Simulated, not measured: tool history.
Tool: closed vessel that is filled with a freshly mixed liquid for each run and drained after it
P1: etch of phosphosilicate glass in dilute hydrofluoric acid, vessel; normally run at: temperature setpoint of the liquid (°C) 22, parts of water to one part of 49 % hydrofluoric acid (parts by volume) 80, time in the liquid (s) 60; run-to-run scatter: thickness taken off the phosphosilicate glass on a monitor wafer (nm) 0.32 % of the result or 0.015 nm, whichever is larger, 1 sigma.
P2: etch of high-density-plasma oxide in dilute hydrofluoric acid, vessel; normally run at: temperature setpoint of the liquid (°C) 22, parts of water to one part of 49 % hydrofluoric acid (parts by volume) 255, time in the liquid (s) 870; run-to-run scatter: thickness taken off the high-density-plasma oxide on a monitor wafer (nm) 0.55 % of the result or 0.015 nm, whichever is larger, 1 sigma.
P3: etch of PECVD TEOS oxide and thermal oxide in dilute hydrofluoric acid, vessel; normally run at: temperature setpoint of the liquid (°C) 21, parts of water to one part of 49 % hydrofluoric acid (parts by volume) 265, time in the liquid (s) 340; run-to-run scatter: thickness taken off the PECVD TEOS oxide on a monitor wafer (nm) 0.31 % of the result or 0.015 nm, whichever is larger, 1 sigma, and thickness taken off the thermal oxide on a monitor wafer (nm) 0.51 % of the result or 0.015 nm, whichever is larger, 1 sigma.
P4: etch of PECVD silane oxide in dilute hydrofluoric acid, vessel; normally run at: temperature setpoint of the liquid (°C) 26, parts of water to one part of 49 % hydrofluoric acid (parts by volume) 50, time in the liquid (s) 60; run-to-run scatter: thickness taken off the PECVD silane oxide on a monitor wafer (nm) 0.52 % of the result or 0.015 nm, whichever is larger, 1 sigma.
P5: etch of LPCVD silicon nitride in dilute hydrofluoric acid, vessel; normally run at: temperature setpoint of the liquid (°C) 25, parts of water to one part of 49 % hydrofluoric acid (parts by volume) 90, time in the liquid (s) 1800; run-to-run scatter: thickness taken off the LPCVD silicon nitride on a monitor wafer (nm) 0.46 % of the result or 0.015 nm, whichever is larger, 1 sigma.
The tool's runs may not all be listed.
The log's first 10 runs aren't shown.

run,hour,process that ran,temperature setpoint of the liquid (°C),parts of water to one part of 49 % hydrofluoric acid (parts by volume),time in the liquid (s),hours since the thermometer was replaced,hours since the hydrofluoric acid flow meter was replaced,thickness taken off the phosphosilicate glass on a monitor wafer (nm),thickness taken off the PECVD TEOS oxide on a monitor wafer (nm),thickness taken off the thermal oxide on a monitor wafer (nm),thickness taken off the PECVD silane oxide on a monitor wafer (nm),thickness taken off the high-density-plasma oxide on a monitor wafer (nm),thickness taken off the LPCVD silicon nitride on a monitor wafer (nm)
11,165.1,P3,21,265,340,1778.4,101,,10.784,4.5713,,,
12,174.1,P3,21,265,35,1787.4,110,,1.1218,0.4721,,,
13,191.5,P1,22,145,60,1804.8,127.4,39.208,,,,,
14,202.6,P1,22,80,60,1815.9,138.5,76.778,,,,,
15,219.7,P4,26,90,60,1833,155.6,,,,29.226,,
16,232.4,P1,22,50,60,1845.7,168.3,126.88,,,,,
17,246.9,P5,25,90,2700,1860.2,182.8,,,,,,17.198
18,262.7,P5,25,20,1800,1876,198.6,,,,,,49.879
19,275.6,P4,26,50,60,1888.9,211.5,,,,55.351,,
20,293.9,P2,22,255,870,1907.2,229.8,,,,,13.427,
# hour 308.7: thermometer replaced
21,313.1,P5,18,90,1800,4.5,249,,,,,,7.1119
22,327.3,P1,22,80,60,18.7,263.2,76.593,,,,,
23,337.5,P1,17.5,80,60,28.9,273.4,63.597,,,,,
24,354.2,P2,22,60,870,45.6,290.1,,,,,70.581,
25,366.7,P1,22,80,60,58.1,302.6,76.685,,,,,
26,382.6,P1,22,80,95,74,318.5,121.65,,,,,
27,395.8,P1,22,80,30,87.2,331.7,38.256,,,,,
28,414,P2,22,255,125,105.4,349.9,,,,,1.9616,
29,432.4,P1,17,35,60,123.8,368.3,148.68,,,,,
30,447.3,P1,27,80,60,138.7,383.2,93.329,,,,,

Run 31 comes next. What will it give?
31,459.9,P5,25,90,1800,151.3,395.8,,,,,,?

thickness taken off the LPCVD silicon nitride on a monitor wafer (nm): 11.519
